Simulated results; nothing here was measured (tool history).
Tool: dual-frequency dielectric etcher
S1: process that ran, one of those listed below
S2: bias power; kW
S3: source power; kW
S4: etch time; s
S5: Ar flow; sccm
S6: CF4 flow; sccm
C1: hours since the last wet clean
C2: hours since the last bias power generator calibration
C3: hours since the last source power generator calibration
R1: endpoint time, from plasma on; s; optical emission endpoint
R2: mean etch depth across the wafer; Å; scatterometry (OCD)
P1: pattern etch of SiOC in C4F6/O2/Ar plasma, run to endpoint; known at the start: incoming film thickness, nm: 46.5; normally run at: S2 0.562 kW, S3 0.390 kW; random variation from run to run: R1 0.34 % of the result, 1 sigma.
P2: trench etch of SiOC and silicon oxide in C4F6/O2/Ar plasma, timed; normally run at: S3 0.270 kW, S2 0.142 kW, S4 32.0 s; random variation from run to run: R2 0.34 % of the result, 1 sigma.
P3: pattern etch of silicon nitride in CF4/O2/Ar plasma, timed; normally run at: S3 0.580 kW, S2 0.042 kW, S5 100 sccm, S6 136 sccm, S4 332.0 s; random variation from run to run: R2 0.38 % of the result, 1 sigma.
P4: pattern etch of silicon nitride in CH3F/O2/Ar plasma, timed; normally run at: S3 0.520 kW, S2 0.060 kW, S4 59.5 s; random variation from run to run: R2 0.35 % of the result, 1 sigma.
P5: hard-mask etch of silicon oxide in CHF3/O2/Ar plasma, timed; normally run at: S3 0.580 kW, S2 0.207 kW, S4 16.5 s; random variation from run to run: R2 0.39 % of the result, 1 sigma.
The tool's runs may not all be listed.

{"run": 1, "hour": 4.3, "S1": "P1", "S2": 0.562, "S3": 0.39, "C1": 111.4, "C2": 1879.3, "C3": 639.9, "R1": 15.507}
{"run": 2, "hour": 8.7, "S1": "P2", "S2": 0.142, "S3": 0.27, "S4": 42.0, "C1": 115.8, "C2": 1883.7, "C3": 644.3, "R2": 653.98}
{"run": 3, "hour": 15.9, "S1": "P1", "S2": 0.395, "S3": 0.39, "C1": 123.0, "C2": 1890.9, "C3": 651.5, "R1": 17.651}
{"run": 4, "hour": 23.9, "S1": "P3", "S2": 0.042, "S3": 0.58, "S4": 332.0, "S5": 100, "S6": 136, "C1": 131.0, "C2": 1898.9, "C3": 659.5, "R2": 7034.7}
{"run": 5, "hour": 33.7, "S1": "P1", "S2": 0.562, "S3": 0.39, "C1": 140.8, "C2": 1908.7, "C3": 669.3, "R1": 15.471}
{"run": 6, "hour": 42.9, "S1": "P1", "S2": 0.562, "S3": 0.53, "C1": 150.0, "C2": 1917.9, "C3": 678.5, "R1": 13.786}
{"run": 7, "hour": 48.6, "S1": "P1", "S2": 0.562, "S3": 0.39, "C1": 155.7, "C2": 1923.6, "C3": 684.2, "R1": 15.338}
{"run": 8, "hour": 56.7, "S1": "P3", "S2": 0.052, "S3": 0.58, "S4": 332.0, "S5": 100, "S6": 136, "C1": 163.8, "C2": 1931.7, "C3": 692.3, "R2": 7609.7}
{"run": 9, "hour": 62.4, "S1": "P3", "S2": 0.042, "S3": 0.58, "S4": 332.0, "S5": 100, "S6": 136, "C1": 169.5, "C2": 1937.4, "C3": 698.0, "R2": 7049.0}
{"run": 10, "hour": 68.0, "S1": "P5", "S2": 0.207, "S3": 0.58, "S4": 16.5, "C1": 175.1, "C2": 1943.0, "C3": 703.6, "R2": 336.62}
{"run": 11, "hour": 76.1, "S1": "P5", "S2": 0.132, "S3": 0.58, "S4": 16.5, "C1": 183.2, "C2": 1951.1, "C3": 711.7, "R2": 288.3}
{"run": 12, "hour": 81.6, "S1": "P1", "S2": 0.562, "S3": 0.39, "C1": 188.7, "C2": 1956.6, "C3": 717.2, "R1": 15.535}
{"run": 13, "hour": 88.6, "S1": "P1", "S2": 0.687, "S3": 0.39, "C1": 195.7, "C2": 1963.6, "C3": 724.2, "R1": 14.3}
{"run": 14, "hour": 93.7, "S1": "P5", "S2": 0.207, "S3": 0.58, "S4": 16.5, "C1": 200.8, "C2": 1968.7, "C3": 729.3, "R2": 334.74}
{"run": 15, "hour": 103.6, "S1": "P1", "S2": 0.411, "S3": 0.51, "C1": 210.7, "C2": 1978.6, "C3": 739.2, "R1": 15.723}
{"run": 16, "hour": 111.7, "S1": "P4", "S2": 0.06, "S3": 0.37, "S4": 59.5, "C1": 218.8, "C2": 1986.7, "C3": 747.3, "R2": 370.56}
{"run": 17, "hour": 119.0, "S1": "P3", "S2": 0.042, "S3": 0.58, "S4": 446.0, "S5": 100, "S6": 136, "C1": 226.1, "C2": 1994.0, "C3": 754.6, "R2": 9485.3}
{"run": 18, "hour": 125.6, "S1": "P2", "S2": 0.142, "S3": 0.33, "S4": 32.0, "C1": 232.7, "C2": 2000.6, "C3": 761.2, "R2": 538.75}
{"run": 19, "hour": 133.4, "S1": "P3", "S2": 0.042, "S3": 0.58, "S4": 332.0, "S5": 100, "S6": 90, "C1": 240.5, "C2": 2008.4, "C3": 769.0, "R2": 6729.2}
{"run": 20, "hour": 139.9, "S1": "P1", "S2": 0.348, "S3": 0.32, "C1": 247.0, "C2": 2014.9, "C3": 775.5, "R1": 19.761}
{"run": 21, "hour": 147.3, "S1": "P3", "S2": 0.042, "S3": 0.44, "S4": 332.0, "S5": 100, "S6": 136, "C1": 254.4, "C2": 2022.3, "C3": 782.9, "R2": 5544.4}
{"run": 22, "hour": 155.1, "S1": "P2", "S2": 0.142, "S3": 0.27, "S4": 32.0, "C1": 262.2, "C2": 2030.1, "C3": 790.7, "R2": 498.3}
{"run": 23, "hour": 163.3, "S1": "P4", "S2": 0.076, "S3": 0.52, "S4": 59.5, "C1": 270.4, "C2": 2038.3, "C3": 798.9, "R2": 455.34}
{"run": 24, "hour": 168.5, "S1": "P1", "S2": 0.562, "S3": 0.28, "C1": 275.6, "C2": 2043.5, "C3": 804.1, "R1": 17.439}
{"run": 25, "hour": 175.2, "S1": "P1", "S2": 0.562, "S3": 0.39, "C1": 282.3, "C2": 2050.2, "C3": 810.8, "R1": 15.477}
{"run": 26, "hour": 182.3, "S1": "P2", "S2": 0.115, "S3": 0.27, "S4": 32.0, "C1": 289.4, "C2": 2057.3, "C3": 817.9, "R2": 468.81}
{"run": 27, "hour": 192.0, "S1": "P5", "S2": 0.207, "S3": 0.58, "S4": 9.0, "C1": 299.1, "C2": 2067.0, "C3": 827.6, "R2": 183.71}
{"run": 28, "hour": 199.6, "S1": "P2", "S2": 0.142, "S3": 0.27, "S4": 32.0, "C1": 306.7, "C2": 2074.6, "C3": 835.2, "R2": 498.05}
{"run": 29, "hour": 207.3, "S1": "P1", "S2": 0.562, "S3": 0.39, "C1": 314.4, "C2": 2082.3, "C3": 842.9, "R1": 15.454}
{"run": 30, "hour": 213.8, "S1": "P4", "S2": 0.06, "S3": 0.52, "S4": 59.5, "C1": 320.9, "C2": 2088.8, "C3": 849.4, "R2": 423.57}
{"run": 31, "hour": 218.7, "S1": "P5", "S2": 0.207, "S3": 0.78, "S4": 16.5, "C1": 325.8, "C2": 2093.7, "C3": 854.3, "R2": 374.84}
{"run": 32, "hour": 223.7, "S1": "P4", "S2": 0.06, "S3": 0.52, "S4": 86.0, "C1": 330.8, "C2": 2098.7, "C3": 859.3, "R2": 610.85}
{"run": 33, "hour": 232.2, "S1": "P3", "S2": 0.042, "S3": 0.58, "S4": 332.0, "S5": 140, "S6": 136, "C1": 339.3, "C2": 2107.2, "C3": 867.8, "R2": 6815.7}
{"run": 34, "hour": 237.4, "S1": "P1", "S2": 0.562, "S3": 0.39, "C1": 344.5, "C2": 2112.4, "C3": 873.0, "R1": 15.417}

Forecast run 35:
{"run": 35, "hour": 246.5, "S1": "P1", "S2": 0.562, "S3": 0.39, "C1": 353.6, "C2": 2121.5, "C3": 882.1, "R1": "?"}

Run 35 gave R1 15.252 s.
